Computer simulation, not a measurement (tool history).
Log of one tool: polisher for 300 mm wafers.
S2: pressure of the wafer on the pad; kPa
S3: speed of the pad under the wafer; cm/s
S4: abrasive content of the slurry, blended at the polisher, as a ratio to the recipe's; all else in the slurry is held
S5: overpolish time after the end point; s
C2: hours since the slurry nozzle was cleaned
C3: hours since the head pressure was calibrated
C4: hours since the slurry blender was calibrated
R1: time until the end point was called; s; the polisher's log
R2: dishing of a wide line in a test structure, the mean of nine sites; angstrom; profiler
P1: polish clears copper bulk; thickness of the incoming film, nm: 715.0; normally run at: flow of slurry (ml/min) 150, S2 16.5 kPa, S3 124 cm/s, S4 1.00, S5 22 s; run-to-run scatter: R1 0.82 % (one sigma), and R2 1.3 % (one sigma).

Run 1, hour 4.1: flow of slurry (ml/min) 150, S2 16.5 kPa, S3 124 cm/s, S4 1.00, S5 22 s; wafers polished on this pad 344; C2 107.2; C3 389.3; C4 57.0. Result: R1 77.193 s, R2 927.85 angstrom.
Run 2, hour 10.6: flow of slurry (ml/min) 150, S2 16.5 kPa, S3 68 cm/s, S4 1.00, S5 22 s; wafers polished on this pad 387; C2 113.7; C3 395.8; C4 63.5. Result: R1 141.480 s, R2 655.00 angstrom.
Run 3, hour 19.4: flow of slurry (ml/min) 150, S2 24.1 kPa, S3 124 cm/s, S4 1.00, S5 22 s; wafers polished on this pad 446; C2 122.5; C3 404.6; C4 72.3. Result: R1 52.521 s, R2 1201.60 angstrom.
Run 4, hour 24.0: flow of slurry (ml/min) 150, S2 16.5 kPa, S3 124 cm/s, S4 1.45, S5 22 s; wafers polished on this pad 476; C2 127.1; C3 409.2; C4 76.9. Result: R1 71.558 s, R2 974.62 angstrom.
Run 5, hour 28.4: flow of slurry (ml/min) 150, S2 16.5 kPa, S3 124 cm/s, S4 1.00, S5 22 s; wafers polished on this pad 505; C2 131.5; C3 413.6; C4 81.3. Result: R1 78.248 s, R2 937.84 angstrom.
Run 6, hour 33.8: flow of slurry (ml/min) 150, S2 16.5 kPa, S3 124 cm/s, S4 1.00, S5 22 s; wafers polished on this pad 541; C2 136.9; C3 419.0; C4 86.7. Result: R1 76.793 s, R2 929.00 angstrom.
Run 7, hour 42.7: flow of slurry (ml/min) 150, S2 16.5 kPa, S3 124 cm/s, S4 0.50, S5 22 s; wafers polished on this pad 600; C2 145.8; C3 427.9; C4 95.6. Result: R1 89.180 s, R2 866.75 angstrom.
Run 8, hour 51.7: flow of slurry (ml/min) 220, S2 16.5 kPa, S3 124 cm/s, S4 1.00, S5 22 s; wafers polished on this pad 659; C2 154.8; C3 436.9; C4 104.6. Result: R1 72.915 s, R2 940.87 angstrom.
Run 9, hour 60.9: flow of slurry (ml/min) 150, S2 16.5 kPa, S3 124 cm/s, S4 1.00, S5 40 s; wafers polished on this pad 720; C2 164.0; C3 446.1; C4 113.8. Result: R1 77.861 s, R2 1168.10 angstrom.
Run 10, hour 66.9: flow of slurry (ml/min) 90, S2 16.5 kPa, S3 124 cm/s, S4 1.00, S5 22 s; wafers polished on this pad 760; C2 170.0; C3 452.1; C4 119.8. Result: R1 85.929 s, R2 884.77 angstrom.
Run 11, hour 71.7: flow of slurry (ml/min) 150, S2 16.5 kPa, S3 124 cm/s, S4 1.00, S5 22 s; wafers polished on this pad 792; C2 174.8; C3 456.9; C4 124.6. Result: R1 77.527 s, R2 918.10 angstrom.
Run 12, hour 76.8: flow of slurry (ml/min) 150, S2 16.5 kPa, S3 192 cm/s, S4 1.00, S5 22 s; wafers polished on this pad 826; C2 179.9; C3 462.0; C4 129.7. Result: R1 50.886 s, R2 1089.00 angstrom.
Run 13, hour 86.1: flow of slurry (ml/min) 150, S2 9.7 kPa, S3 124 cm/s, S4 1.00, S5 22 s; wafers polished on this pad 887; C2 189.2; C3 471.3; C4 139.0. Result: R1 131.890 s, R2 619.15 angstrom.
Run 14, hour 91.7: flow of slurry (ml/min) 200, S2 16.5 kPa, S3 124 cm/s, S4 0.55, S5 22 s; wafers polished on this pad 924; C2 194.8; C3 476.9; C4 144.6. Result: R1 84.041 s, R2 890.95 angstrom.
Run 15, hour 99.7: flow of slurry (ml/min) 150, S2 16.5 kPa, S3 124 cm/s, S4 1.00, S5 7 s; wafers polished on this pad 977; C2 202.8; C3 484.9; C4 152.6. Result: R1 77.409 s, R2 434.46 angstrom.
Run 16, hour 105.2: flow of slurry (ml/min) 150, S2 16.5 kPa, S3 124 cm/s, S4 1.00, S5 22 s; wafers polished on this pad 1014; C2 208.3; C3 490.4; C4 158.1. Result: R1 78.100 s, R2 913.70 angstrom.
Run 17, hour 114.4: flow of slurry (ml/min) 150, S2 16.5 kPa, S3 124 cm/s, S4 1.00, S5 22 s; wafers polished on this pad 1075; C2 217.5; C3 499.6; C4 167.3. Result: R1 82.118 s, R2 901.50 angstrom.
Run 18, hour 119.4: flow of slurry (ml/min) 150, S2 16.5 kPa, S3 124 cm/s, S4 1.00, S5 22 s; wafers polished on this pad 1108; C2 222.5; C3 504.6; C4 172.3. Result: R1 82.454 s, R2 894.17 angstrom.

Run 19 comes next. What will it give?
Run 19, hour 126.7: flow of slurry (ml/min) 150, S2 16.5 kPa, S3 124 cm/s, S4 1.00, S5 22 s; wafers polished on this pad 1156; C2 229.8; C3 511.9; C4 179.6. Result: R1 ?, R2 ?.

R1: 83.516 s
R2: 897.80 angstrom
